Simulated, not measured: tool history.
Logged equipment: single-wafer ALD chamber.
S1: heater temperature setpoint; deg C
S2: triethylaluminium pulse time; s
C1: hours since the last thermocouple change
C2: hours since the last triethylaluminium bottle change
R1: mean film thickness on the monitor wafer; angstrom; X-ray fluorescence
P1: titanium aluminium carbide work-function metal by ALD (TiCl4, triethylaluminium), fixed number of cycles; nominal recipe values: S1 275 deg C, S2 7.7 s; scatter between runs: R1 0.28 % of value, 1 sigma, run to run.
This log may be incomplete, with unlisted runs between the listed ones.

run	hour	S1	S2	C1	C2	R1
1	7.6	275	7.7	1705.6	409.9	17.391
# hour 18.4: thermocouple changed; heater temperature recalibrated
2	18.7	275	7.7	0.3	421	17.369
3	28.9	275	7.7	10.5	431.2	17.372
4	36.4	275	3.15	18	438.7	12.385
5	41.8	275	11.26	23.4	444.1	18.36
# hour 45.5: triethylaluminium bottle replaced
6	50.1	294	7.7	31.7	4.7	18.995
7	56.1	297	9.77	37.7	10.7	19.96
8	61	275	7.7	42.6	15.6	17.459
9	72.4	253	7.7	54	27	15.538
10	83	275	7.7	64.6	37.6	17.391
11	91.8	275	7.7	73.4	46.4	17.391
12	99.3	275	7.7	80.9	53.9	17.318
13	107.2	294	10.42	88.8	61.8	19.857

Predict the results of run 14:
14	113	275	7.7	94.6	67.6	?

{"run 14": {"R1": 17.382}}
